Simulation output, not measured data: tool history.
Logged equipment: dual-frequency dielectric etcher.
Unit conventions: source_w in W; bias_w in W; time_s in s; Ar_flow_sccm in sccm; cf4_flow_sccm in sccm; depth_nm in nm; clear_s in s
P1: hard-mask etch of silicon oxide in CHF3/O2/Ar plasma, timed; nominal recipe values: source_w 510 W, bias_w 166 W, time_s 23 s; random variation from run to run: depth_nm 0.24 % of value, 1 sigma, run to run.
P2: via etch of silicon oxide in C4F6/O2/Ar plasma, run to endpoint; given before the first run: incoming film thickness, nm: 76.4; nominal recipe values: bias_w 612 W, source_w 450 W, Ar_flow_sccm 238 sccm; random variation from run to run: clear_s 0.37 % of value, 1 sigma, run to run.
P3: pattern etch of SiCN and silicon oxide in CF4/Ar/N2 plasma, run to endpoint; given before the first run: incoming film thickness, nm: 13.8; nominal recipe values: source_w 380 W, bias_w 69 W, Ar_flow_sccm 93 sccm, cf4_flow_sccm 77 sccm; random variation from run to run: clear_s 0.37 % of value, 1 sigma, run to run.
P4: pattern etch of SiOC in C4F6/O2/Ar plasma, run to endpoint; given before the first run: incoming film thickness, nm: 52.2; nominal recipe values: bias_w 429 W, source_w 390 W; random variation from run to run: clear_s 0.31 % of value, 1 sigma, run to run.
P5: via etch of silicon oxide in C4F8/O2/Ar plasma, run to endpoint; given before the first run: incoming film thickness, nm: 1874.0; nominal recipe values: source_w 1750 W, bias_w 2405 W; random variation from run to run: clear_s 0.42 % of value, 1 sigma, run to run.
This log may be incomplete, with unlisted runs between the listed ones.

run,hour,process,source_w,bias_w,time_s,Ar_flow_sccm,cf4_flow_sccm,hours since the last wet clean,hours since the last source power generator calibration,hours since the last bias power generator calibration,depth_nm,clear_s
1,6.1,P1,510,166,23,,,232.4,1229.1,2832.4,42.06,
2,12.8,P2,450,612,,339,,239.1,1235.8,2839.1,,15.755
3,21.1,P2,450,612,,238,,247.4,1244.1,2847.4,,15.147
4,33.5,P1,510,166,23,,,259.8,1256.5,2859.8,42.385,
5,43,P4,390,261,,,,269.3,1266,2869.3,,22.624
6,52.8,P2,450,724,,238,,279.1,1275.8,2879.1,,14.146
7,65.6,P5,1750,2888,,,,291.9,1288.6,2891.9,,342.32
8,75.5,P3,380,69,,93,77,301.8,1298.5,2901.8,,18.003
9,89,P3,380,69,,76,77,315.3,1312,2915.3,,17.494
10,99.2,P1,310,166,23,,,325.5,1322.2,2925.5,34.847,
11,112,P1,510,166,23,,,338.3,1335,2938.3,42.076,
12,118.1,P1,630,166,23,,,344.4,1341.1,2944.4,45.662,
13,125.2,P1,510,199,14,,,351.5,1348.2,2951.5,27.31,
14,133.8,P2,560,612,,238,,360.1,1356.8,2960.1,,13.942
15,144.5,P3,380,69,,93,77,370.8,1367.5,2970.8,,18.067
16,154.3,P1,510,166,28,,,380.6,1377.3,2980.6,51.207,
# hour 161.6: wet clean of the chamber
17,162,P5,1400,2405,,,,0.5,1385,2988.3,,394.73
18,171.7,P1,510,166,23,,,10.2,1394.7,2998,42.101,
19,181.1,P1,510,109,23,,,19.6,1404.1,3007.4,36.958,
20,191.6,P1,510,166,14,,,30.1,1414.6,3017.9,25.658,
21,201.9,P3,380,41,,93,77,40.4,1424.9,3028.2,,21.21
22,210,P1,510,219,23,,,48.5,1433,3036.3,46.347,
23,220.5,P4,390,429,,,,59,1443.5,3046.8,,19.069
24,227.5,P1,510,229,16,,,66,1450.5,3053.8,32.795,
25,239.7,P1,510,166,23,,,78.2,1462.7,3066,42.232,
26,250.4,P3,380,69,,93,108,88.9,1473.4,3076.7,,17.227
27,263.5,P5,1750,2405,,,,102,1486.5,3089.8,,364.03
28,269.7,P3,480,69,,93,77,108.2,1492.7,3096,,14.588
29,280.2,P1,640,166,14,,,118.7,1503.2,3106.5,27.994,
30,287.7,P4,520,429,,,,126.2,1510.7,3114,,17.116
31,299.4,P5,1750,2405,,,,137.9,1522.4,3125.7,,361.41
32,311.8,P1,510,166,23,,,150.3,1534.8,3138.1,42.181,
33,324.8,P1,510,166,23,,,163.3,1547.8,3151.1,41.927,
34,336.8,P1,510,166,23,,,175.3,1559.8,3163.1,41.763,
35,347.7,P1,510,166,23,,,186.2,1570.7,3174,41.841,
36,359.7,P1,510,166,23,,,198.2,1582.7,3186,41.775,
37,370.2,P1,510,166,23,,,208.7,1593.2,3196.5,41.647,
# hour 373.6: wet clean of the chamber
38,381.3,P1,510,166,23,,,7.7,1604.3,3207.6,41.595,
39,390.7,P1,510,166,23,,,17.1,1613.7,3217,41.704,
40,400.9,P1,510,166,23,,,27.3,1623.9,3227.2,41.615,

What P1 gives has crept off from where it sat before. The 2 causes that follow fit the log equally well, each at the size noted:
A: bias power that arrives under what is set, % = 4.02
B: source power that arrives under what is set, % = 3.51
The gradual shift began around hour 311.8.
Ruled out, with reasons:
chamber walls in a state that lowers the etch rate, %: was serviced at hour 373.6, once the creep was under way, yet the earlier output never came back

Which of the check runs below tells the causes apart, meaning the causes would give it clearly different results? Each run uses 2 wafers whose results are averaged, and each result is shown as a question mark.
check 1,411.1,P3,480,42,,93,77,,,,,?
check 2,411.1,P4,490,318,,,,,,,,?
check 3,411.1,P5,1450,2405,,,,,,,,?
check 4,411.1,P2,520,719,,238,,,,,,?

What every check run would give for each of its results, assuming each possible cause in turn:
check,result,if A,if B
check 1,clear_s,17.228,17.585
check 2,clear_s,19.691,19.681
check 3,clear_s,395.64,396.27
check 4,clear_s,13.734,13.695
Distance between the nearest two causes, measured in the result of the check that separates them most: check 1 2.06 %; check 2 0.05 %; check 3 0.16 %; check 4 0.28 %
Check 1 is the one run that separates the causes; every other check would come out nearly the same whichever cause is at work.

After running check 1, the following was obtained: clear_s 17.168 s. Which cause does this point to?

It was cause A: bias power that arrives under what is set, %.

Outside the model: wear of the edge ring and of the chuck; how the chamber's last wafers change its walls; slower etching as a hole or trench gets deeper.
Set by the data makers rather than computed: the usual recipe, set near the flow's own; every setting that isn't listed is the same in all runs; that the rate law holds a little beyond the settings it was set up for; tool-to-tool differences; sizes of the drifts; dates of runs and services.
